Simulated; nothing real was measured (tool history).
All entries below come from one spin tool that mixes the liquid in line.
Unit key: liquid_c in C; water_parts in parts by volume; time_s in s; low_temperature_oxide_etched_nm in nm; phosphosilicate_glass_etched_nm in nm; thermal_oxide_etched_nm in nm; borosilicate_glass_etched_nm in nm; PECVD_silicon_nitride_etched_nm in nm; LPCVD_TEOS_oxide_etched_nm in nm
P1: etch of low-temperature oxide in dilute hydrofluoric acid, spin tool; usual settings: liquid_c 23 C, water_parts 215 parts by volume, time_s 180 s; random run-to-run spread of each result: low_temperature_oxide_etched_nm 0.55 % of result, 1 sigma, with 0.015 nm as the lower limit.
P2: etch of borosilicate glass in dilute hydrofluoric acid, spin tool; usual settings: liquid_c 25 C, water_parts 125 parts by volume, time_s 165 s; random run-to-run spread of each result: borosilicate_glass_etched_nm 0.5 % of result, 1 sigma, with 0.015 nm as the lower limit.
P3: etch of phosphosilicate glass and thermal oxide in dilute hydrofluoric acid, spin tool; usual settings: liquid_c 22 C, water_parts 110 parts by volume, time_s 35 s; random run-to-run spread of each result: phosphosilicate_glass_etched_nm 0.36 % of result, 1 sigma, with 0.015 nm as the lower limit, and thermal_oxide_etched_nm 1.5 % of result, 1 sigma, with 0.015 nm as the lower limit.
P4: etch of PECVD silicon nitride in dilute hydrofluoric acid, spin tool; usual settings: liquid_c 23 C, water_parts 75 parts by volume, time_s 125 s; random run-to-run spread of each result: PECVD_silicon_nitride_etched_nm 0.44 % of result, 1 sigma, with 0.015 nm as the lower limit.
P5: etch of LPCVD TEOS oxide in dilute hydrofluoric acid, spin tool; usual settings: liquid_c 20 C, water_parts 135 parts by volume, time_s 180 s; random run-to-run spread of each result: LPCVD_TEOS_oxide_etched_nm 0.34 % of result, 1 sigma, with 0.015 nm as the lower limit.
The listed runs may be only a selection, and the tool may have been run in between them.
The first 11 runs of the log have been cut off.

run,day,process,liquid_c,water_parts,time_s,hours since the thermometer was replaced,hours since the hydrofluoric acid flow meter was replaced,low_temperature_oxide_etched_nm,phosphosilicate_glass_etched_nm,thermal_oxide_etched_nm,borosilicate_glass_etched_nm,PECVD_silicon_nitride_etched_nm,LPCVD_TEOS_oxide_etched_nm
12,5.275,P1,23,215,180,469.8,383.6,15.403,,,,,
13,5.629,P5,20,205,180,478.3,392.1,,,,,,27.373
14,6.088,P1,23,215,180,489.3,403.1,15.405,,,,,
15,6.371,P3,22,110,35,496.1,409.9,,20.877,1.4836,,,
16,6.95,P5,27,135,180,510,423.8,,,,,,58.768
17,7.304,P2,31,125,165,518.5,432.3,,,,38.765,,
18,7.583,P1,29.5,215,50,525.2,439,5.3976,,,,,
19,7.983,P2,25,185,165,534.8,448.6,,,,19.259,,
20,8.408,P1,23,215,30,545,458.8,2.5597,,,,,
21,8.962,P3,22,110,15,558.3,472.1,,9.0018,0.62719,,,
22,9.417,P1,23,215,180,569.2,483,15.346,,,,,
23,9.767,P3,27.5,110,35,577.6,491.4,,25.927,1.8197,,,
24,10.146,P4,23,125,125,586.7,500.5,,,,,5.1692,

Forecast run 25:
25,10.429,P1,26.5,215,180,593.5,507.3,?,,,,,

low_temperature_oxide_etched_nm: 17.551 nm

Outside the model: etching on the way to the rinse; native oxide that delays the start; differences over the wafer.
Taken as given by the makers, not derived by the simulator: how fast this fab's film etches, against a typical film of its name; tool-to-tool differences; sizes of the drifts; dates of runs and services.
